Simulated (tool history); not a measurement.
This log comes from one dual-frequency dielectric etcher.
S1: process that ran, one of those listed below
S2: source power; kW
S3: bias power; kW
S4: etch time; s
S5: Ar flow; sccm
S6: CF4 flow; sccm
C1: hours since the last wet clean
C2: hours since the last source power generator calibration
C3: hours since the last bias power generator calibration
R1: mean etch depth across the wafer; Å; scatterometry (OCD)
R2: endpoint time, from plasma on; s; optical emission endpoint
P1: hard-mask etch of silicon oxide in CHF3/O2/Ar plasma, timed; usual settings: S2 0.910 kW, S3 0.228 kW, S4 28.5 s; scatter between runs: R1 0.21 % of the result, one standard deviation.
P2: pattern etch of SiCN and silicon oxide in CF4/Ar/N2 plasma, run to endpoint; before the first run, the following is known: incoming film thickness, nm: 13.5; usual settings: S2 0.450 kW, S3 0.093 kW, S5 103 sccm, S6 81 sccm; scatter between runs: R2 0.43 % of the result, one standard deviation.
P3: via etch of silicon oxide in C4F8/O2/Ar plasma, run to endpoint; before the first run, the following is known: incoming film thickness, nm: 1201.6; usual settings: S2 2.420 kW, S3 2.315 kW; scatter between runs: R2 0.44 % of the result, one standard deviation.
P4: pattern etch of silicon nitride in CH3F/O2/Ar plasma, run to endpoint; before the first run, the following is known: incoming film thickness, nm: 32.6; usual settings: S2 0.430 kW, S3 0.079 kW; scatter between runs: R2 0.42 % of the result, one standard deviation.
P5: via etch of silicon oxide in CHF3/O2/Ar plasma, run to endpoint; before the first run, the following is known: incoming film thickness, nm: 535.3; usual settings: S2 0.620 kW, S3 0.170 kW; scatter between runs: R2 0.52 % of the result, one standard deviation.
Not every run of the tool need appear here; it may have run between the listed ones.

run   hour  S1     S2     S3    S4   S5   S6     C1      C2      C3       R1       R2
  1    3.6  P1  0.910  0.228  28.5            147.8  2265.7  3471.5   706.41
  2   10.2  P1  0.910  0.228  28.5            154.4  2272.3  3478.1   705.13
  3   13.8  P2  0.450  0.093        103   81  158.0  2275.9  3481.7            13.914
  4   18.6  P3  2.420  1.500                  162.8  2280.7  3486.5           236.270
  5   22.1  P2  0.450  0.093        103  101  166.3  2284.2  3490.0            13.647
  6   26.6  P2  0.450  0.058        103   81  170.8  2288.7  3494.5            16.367
  7   34.1  P1  0.910  0.228  28.5            178.3  2296.2  3502.0   705.30
  8   40.7  P1  0.910  0.228  28.5            184.9  2302.8  3508.6   706.44
  9   47.6  P2  0.450  0.093         84   81  191.8  2309.7  3515.5            13.670
 10   51.3  P5  0.620  0.170                  195.5  2313.4  3519.2           266.730
 11   59.1  P4  0.430  0.079                  203.3  2321.2  3527.0            46.170
 12   63.0  P1  1.180  0.148  28.5            207.2  2325.1  3530.9   680.61
 13   68.6  P1  0.910  0.228  20.0            212.8  2330.7  3536.5   495.04
 14   75.6  P3  2.420  2.315                  219.8  2337.7  3543.5           209.790
 15   79.0  P1  1.150  0.228  41.5            223.2  2341.1  3546.9  1125.90
 16   83.1  P4  0.540  0.079                  227.3  2345.2  3551.0            42.051
 17   86.6  P2  0.550  0.093        103   81  230.8  2348.7  3554.5            11.695
 18   92.9  P5  0.850  0.170                  237.1  2355.0  3560.8           232.790
 19   99.0  P1  1.170  0.228  28.5            243.2  2361.1  3566.9   778.41
 20  106.7  P4  0.430  0.079                  250.9  2368.8  3574.6            46.076

Run 21 has not been measured yet. What should we expect?
 21  112.8  P1  0.560  0.228  28.5          257.0  2374.9  3580.7   ?

{"run 21": {"R1": 588.66}}
